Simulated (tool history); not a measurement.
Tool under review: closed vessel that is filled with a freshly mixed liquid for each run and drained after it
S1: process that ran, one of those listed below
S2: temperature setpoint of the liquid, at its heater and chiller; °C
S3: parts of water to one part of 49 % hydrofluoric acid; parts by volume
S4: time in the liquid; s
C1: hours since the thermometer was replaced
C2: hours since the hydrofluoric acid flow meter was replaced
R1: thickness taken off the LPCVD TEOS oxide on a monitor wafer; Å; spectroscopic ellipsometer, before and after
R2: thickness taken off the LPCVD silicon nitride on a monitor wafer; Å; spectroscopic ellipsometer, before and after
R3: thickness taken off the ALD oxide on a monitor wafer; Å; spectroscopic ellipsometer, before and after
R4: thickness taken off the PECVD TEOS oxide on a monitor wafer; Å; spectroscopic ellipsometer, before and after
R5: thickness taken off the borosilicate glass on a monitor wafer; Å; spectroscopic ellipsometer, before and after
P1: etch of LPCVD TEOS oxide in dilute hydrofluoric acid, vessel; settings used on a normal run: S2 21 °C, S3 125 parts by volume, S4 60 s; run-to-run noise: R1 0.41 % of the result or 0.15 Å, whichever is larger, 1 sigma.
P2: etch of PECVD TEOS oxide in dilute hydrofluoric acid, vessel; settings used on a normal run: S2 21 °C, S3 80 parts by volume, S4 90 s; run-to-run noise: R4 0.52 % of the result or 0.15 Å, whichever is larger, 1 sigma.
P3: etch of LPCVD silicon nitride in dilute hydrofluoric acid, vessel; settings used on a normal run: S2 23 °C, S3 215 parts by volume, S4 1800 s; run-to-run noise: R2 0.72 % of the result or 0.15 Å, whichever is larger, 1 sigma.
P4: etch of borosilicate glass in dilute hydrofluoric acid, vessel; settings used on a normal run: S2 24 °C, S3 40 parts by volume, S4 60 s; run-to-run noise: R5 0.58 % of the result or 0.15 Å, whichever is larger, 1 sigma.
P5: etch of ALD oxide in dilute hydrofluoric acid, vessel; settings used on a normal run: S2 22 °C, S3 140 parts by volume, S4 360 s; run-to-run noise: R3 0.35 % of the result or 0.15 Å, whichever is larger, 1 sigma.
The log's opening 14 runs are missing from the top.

run   hour  S1    S2   S3   S4      C1     C2      R1  R2      R3      R4      R5
 15  174.8  P2    26   80   90  1235.9  348.2                      197.78
 16  189.1  P2    21   80   90  1250.2  362.5                      162.92
 17  201.6  P1    21  125   30  1262.7    375  114.24
 18    216  P5    22  140  590  1277.1  389.4              704.51
 19  228.9  P2    21  135   90    1290  402.3                      90.377
 20  238.2  P1    21  125   60  1299.3  411.6  229.86
 21  250.9  P1    17  125   30    1312  424.3  98.519
 22  262.7  P1    21  125   60  1323.8  436.1  229.27
 23  274.2  P5    22  140  360  1335.3  447.6              433.11
 24  284.2  P4  18.5   40   60  1345.3  457.6                              463.72
 25  298.8  P4    24   40   30  1359.9  472.2                              291.09
 26  311.9  P1  17.5  125   30    1373  485.3   99.73
 27  318.5  P1    21   45   60  1379.6  491.9  704.35
 28  328.1  P4    24   65   60  1389.2  501.5                               345.8
 29  342.8  P1    17  125   60  1403.9  516.2  194.79
 30    358  P1  28.5  125   60  1419.1  531.4  306.54
 31  365.6  P5    22  140  360  1426.7    539              432.39
 32  380.3  P1    21  125   60  1441.4  553.7  229.09
 33  390.3  P4    24   40   60  1451.4  563.7                              573.95

Estimate the outcome of run 34 from the log above:
 34  405.3  P1  21  125  60  1466.4  578.7   ?

{"run 34": {"R1": 230.7}}
